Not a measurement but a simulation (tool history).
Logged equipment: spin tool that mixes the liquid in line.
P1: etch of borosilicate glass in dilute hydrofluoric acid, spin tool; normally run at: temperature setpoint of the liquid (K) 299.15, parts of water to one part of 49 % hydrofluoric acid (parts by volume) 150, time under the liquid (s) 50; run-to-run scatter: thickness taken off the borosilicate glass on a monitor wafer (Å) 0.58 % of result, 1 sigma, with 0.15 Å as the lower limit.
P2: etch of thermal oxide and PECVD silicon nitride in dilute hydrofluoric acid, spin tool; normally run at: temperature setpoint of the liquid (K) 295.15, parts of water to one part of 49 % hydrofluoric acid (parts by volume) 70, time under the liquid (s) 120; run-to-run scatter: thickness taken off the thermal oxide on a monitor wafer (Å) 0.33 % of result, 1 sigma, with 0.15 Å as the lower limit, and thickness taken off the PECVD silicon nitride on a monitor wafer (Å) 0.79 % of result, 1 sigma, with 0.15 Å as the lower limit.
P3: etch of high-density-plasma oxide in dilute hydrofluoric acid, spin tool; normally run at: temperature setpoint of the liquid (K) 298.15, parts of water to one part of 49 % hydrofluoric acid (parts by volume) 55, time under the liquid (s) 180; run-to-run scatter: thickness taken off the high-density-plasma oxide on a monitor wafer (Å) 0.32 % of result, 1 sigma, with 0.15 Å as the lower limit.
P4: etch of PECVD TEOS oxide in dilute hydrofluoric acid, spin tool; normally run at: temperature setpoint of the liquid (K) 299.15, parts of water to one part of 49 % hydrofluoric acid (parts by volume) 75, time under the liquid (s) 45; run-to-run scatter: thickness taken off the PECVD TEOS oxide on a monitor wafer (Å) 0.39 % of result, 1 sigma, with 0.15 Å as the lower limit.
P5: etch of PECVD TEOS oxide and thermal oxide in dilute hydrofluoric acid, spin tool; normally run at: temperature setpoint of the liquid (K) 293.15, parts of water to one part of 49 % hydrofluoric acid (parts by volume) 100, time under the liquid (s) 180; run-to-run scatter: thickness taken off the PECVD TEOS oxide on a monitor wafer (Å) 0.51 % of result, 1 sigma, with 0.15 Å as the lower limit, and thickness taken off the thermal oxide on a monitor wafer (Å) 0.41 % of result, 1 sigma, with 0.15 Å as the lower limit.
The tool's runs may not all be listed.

run	hour	process that ran	temperature setpoint of the liquid (K)	parts of water to one part of 49 % hydrofluoric acid (parts by volume)	time under the liquid (s)	hours since the thermometer was replaced	hours since the hydrofluoric acid flow meter was replaced	thickness taken off the borosilicate glass on a monitor wafer (Å)	thickness taken off the thermal oxide on a monitor wafer (Å)	thickness taken off the PECVD silicon nitride on a monitor wafer (Å)	thickness taken off the high-density-plasma oxide on a monitor wafer (Å)	thickness taken off the PECVD TEOS oxide on a monitor wafer (Å)
1	9.5	P1	299.15	150	50	201.5	1728.4	78.315				
2	17.3	P2	303.15	70	120	209.3	1736.2		109.34	56.948		
3	24.5	P1	299.15	240	50	216.5	1743.4	44.158				
4	30.4	P1	299.15	150	50	222.4	1749.3	78.828				
5	39.4	P1	299.15	150	50	231.4	1758.3	77.768				
6	49.1	P3	306.15	55	180	241.1	1768				334.99	
7	57.7	P5	293.15	155	180	249.7	1776.6		46.321			96.213
8	69.8	P4	299.15	75	15	261.8	1788.7					30.15
9	82.6	P1	299.15	150	50	274.6	1801.5	79.24				
10	93.9	P1	299.15	150	50	285.9	1812.8	78.608				
11	104	P3	298.15	55	180	296	1822.9				245.4	
12	115.2	P1	299.15	150	50	307.2	1834.1	78.557				
13	121.7	P1	299.15	95	50	313.7	1840.6	133.91				
14	128.6	P1	291.65	150	50	320.6	1847.5	58.23				
15	141.9	P3	298.15	55	30	333.9	1860.8				40.717	
16	151.3	P4	299.15	120	45	343.3	1870.2					53.144
17	161.8	P1	302.65	40	50	353.8	1880.7	390.63				
18	172.3	P4	299.15	75	45	364.3	1891.2					90.531
19	182.2	P2	295.15	70	120	374.2	1901.1		79.165	33.005		
20	194.3	P1	299.15	150	15	386.3	1913.2	23.506				
21	201.4	P1	299.15	150	95	393.4	1920.3	148.99				
22	211.3	P5	293.15	100	180	403.3	1930.2		77.354			159.08
23	218.9	P4	291.65	75	45	410.9	1937.8					65.824
24	225.4	P2	295.15	100	120	417.4	1944.3		53.63	23.727		
25	231.3	P1	307.15	150	50	423.3	1950.2	105.31				
26	239.8	P5	293.15	100	320	431.8	1958.7		136.61			281.68
27	246.5	P5	301.15	100	180	438.5	1965.4		104.26			217.98
28	258.9	P2	295.15	70	225	450.9	1977.8		148.19	60.811		
29	267.3	P3	298.15	100	180	459.3	1986.2				127.21	
30	276.2	P1	299.15	150	50	468.2	1995.1	78.575				
31	288.6	P1	299.15	150	50	480.6	2007.5	83.515				
32	299.3	P1	299.15	150	50	491.3	2018.2	84.207				
33	310	P1	299.15	150	50	502	2028.9	85.687				
34	319.5	P1	299.15	150	50	511.5	2038.4	86.314				
35	326.9	P1	299.15	150	50	518.9	2045.8	86.289				
36	333.2	P1	299.15	150	50	525.2	2052.1	86.232				
37	339.2	P1	299.15	150	50	531.2	2058.1	86.003				

What P1 gives has crept away from where it was. These 2 causes fit the log equally well, each at the size given:
A: liquid hotter than its thermometer reads (K) = 2.41
B: hydrofluoric acid flow above the setpoint (%) = 7.86
Onset of the creep was near hour 276.2.

Of the 4 check runs listed below, each run on one wafer and each result written as a question mark, which would let you distinguish the listed causes because they would give clearly different results?
check 1	345.2	P3	305.15	95	180						?	
check 2	345.2	P5	300.65	100	290				?			?
check 3	345.2	P4	299.15	115	25							?
check 4	345.2	P2	301.65	95	120				?	?		

Check results expected under each cause:
check	result	if A	if B
check 1	thickness taken off the high-density-plasma oxide on a monitor wafer (Å)	192.34	191.94
check 2	thickness taken off the thermal oxide on a monitor wafer (Å)	182.31	181.22
check 2	thickness taken off the PECVD TEOS oxide on a monitor wafer (Å)	377.57	375.32
check 3	thickness taken off the PECVD TEOS oxide on a monitor wafer (Å)	33.949	33.768
check 4	thickness taken off the thermal oxide on a monitor wafer (Å)	80.445	79.981
check 4	thickness taken off the PECVD silicon nitride on a monitor wafer (Å)	43.607	40.399
Gap, in per cent, between the two causes that each check separates least, read from the result that separates them most: check 1 0.21 %; check 2 0.6 %; check 3 0.53 %; check 4 7.64 %
Only in check 4 would the causes give clearly different results; in the remaining checks their results would be nearly the same.

Check 4 was then run and gave: thickness taken off the thermal oxide on a monitor wafer (Å) 80.009; thickness taken off the PECVD silicon nitride on a monitor wafer (Å) 40.367. Which cause is it?

It is B: hydrofluoric acid flow above the setpoint (%).
